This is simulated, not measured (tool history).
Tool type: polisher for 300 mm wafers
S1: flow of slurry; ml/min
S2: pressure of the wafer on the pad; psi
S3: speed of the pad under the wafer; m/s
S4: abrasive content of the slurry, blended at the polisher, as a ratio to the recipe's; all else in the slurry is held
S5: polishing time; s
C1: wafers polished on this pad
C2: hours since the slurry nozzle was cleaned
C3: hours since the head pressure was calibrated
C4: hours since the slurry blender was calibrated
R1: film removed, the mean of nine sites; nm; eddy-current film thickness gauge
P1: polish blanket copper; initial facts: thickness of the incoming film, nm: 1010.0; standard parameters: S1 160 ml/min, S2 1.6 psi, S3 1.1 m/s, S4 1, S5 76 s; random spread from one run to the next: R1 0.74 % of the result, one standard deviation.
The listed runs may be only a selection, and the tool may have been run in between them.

run	hour	S1	S2	S3	S4	S5	C1	C2	C3	C4	R1
1	6.5	160	1.6	1.1	1	76	203	419	255.6	134.5	162.17
2	13.6	160	1.6	1.7	1	76	270	426.1	262.7	141.6	248.68
3	19.9	160	1.6	1.1	1	76	329	432.4	269	147.9	162.93
4	29.5	160	1.6	1.1	1	76	419	442	278.6	157.5	161.4
5	33.7	160	1.6	1.1	1	76	458	446.2	282.8	161.7	162.08
6	38.6	160	1.6	1.1	1	76	504	451.1	287.7	166.6	161.43
7	42.9	160	1	1.1	0.7	76	544	455.4	292	170.9	94.387
8	47.9	160	1.6	1.1	1	40	591	460.4	297	175.9	85.374
9	53.9	160	0.7	1.1	0.65	76	648	466.4	303	181.9	64.702
# hour 57: worn pad replaced by a new one
10	63	240	1.6	1.1	0.8	76	56	475.5	312.1	191	164.79
11	72	95	1.6	1.1	1	76	141	484.5	321.1	200	146.92
12	76.6	160	2.3	1.1	1	76	184	489.1	325.7	204.6	233.88
13	85.7	160	0.7	1.1	1	76	269	498.2	334.8	213.7	70.993
14	92.1	160	1.6	1.1	1.25	76	329	504.6	341.2	220.1	169.58
15	97.5	160	1.6	1.1	1	106	380	510	346.6	225.5	226.27
16	105.6	250	1.6	1.1	1	76	456	518.1	354.7	233.6	171.39
17	109.9	160	1.6	0.5	1	76	496	522.4	359	237.9	73.479
18	114.9	160	1.6	1.1	1	76	543	527.4	364	242.9	161.3
19	122.4	160	1.6	1.1	1	76	613	534.9	371.5	250.4	160.66
20	128.3	160	1.6	1.1	0.5	76	669	540.8	377.4	256.3	141.57
21	136.3	160	1.6	1.1	1	76	744	548.8	385.4	264.3	164.45
22	141.7	160	1.6	1.1	1	76	794	554.2	390.8	269.7	158.01
23	150	160	1.6	1.1	1	76	872	562.5	399.1	278	154.75
24	158.3	160	1.6	1.1	1	76	950	570.8	407.4	286.3	152.86
25	166.8	160	1.6	1.1	1	76	1030	579.3	415.9	294.8	153.79
26	174.6	160	1.6	1.1	1	76	1103	587.1	423.7	302.6	149.73
# hour 177.9: slurry blender recalibrated
27	180.6	160	1.6	1.1	1	76	1159	593.1	429.7	2.7	151.71
# hour 185.1: worn pad replaced by a new one
28	189.3	160	1.6	1.1	1	76	39	601.8	438.4	11.4	147.23
29	195.9	160	1.6	1.1	1	76	101	608.4	445	18	148.7
30	203.7	160	1.6	1.1	1	76	174	616.2	452.8	25.8	147.7

Compared with where it was, what P1 gives has crept away. Each cause listed below fits the log as well as the rest, at the size given for it:
A: slurry flow missing at the pad, % = 36.1
B: head's pressure below its setpoint, % = 8.64
At approximately hour 136.3, the process output began to creep.
The rest of the possible causes, and what rules out each one:
removal rate lost through wear of the pad, %: serviced at hour 185.1, which brought nothing back
abrasive missing from the slurry, %: serviced at hour 177.9, which brought nothing back

4 check runs are offered, each on 2 wafers whose results are averaged, their results left as question marks. Which one tells the causes apart?
check 1	211.5	160	2.3	1.62	1	76					?
check 2	211.5	105	1.6	1.1	0.6	76					?
check 3	211.5	160	0.9	1.1	1	76					?
check 4	211.5	160	1.6	0.52	1	44					?

Expected result of each check under each candidate cause:
check	result	if A	if B
check 1	R1	314.96	314.93
check 2	R1	118.14	123.03
check 3	R1	83.686	83.676
check 4	R1	40.717	40.712
Per check, the gap between the least separated pair of causes, taken in the result that splits them most: check 1 0.01 %; check 2 4.06 %; check 3 0.01 %; check 4 0.01 %
Only in check 2 would the causes give clearly different results; in the remaining checks their results would be nearly the same.

Then check 2 was run and gave: R1 116.71 nm. Which cause is it?

The correct cause is A, namely: slurry flow missing at the pad, %.
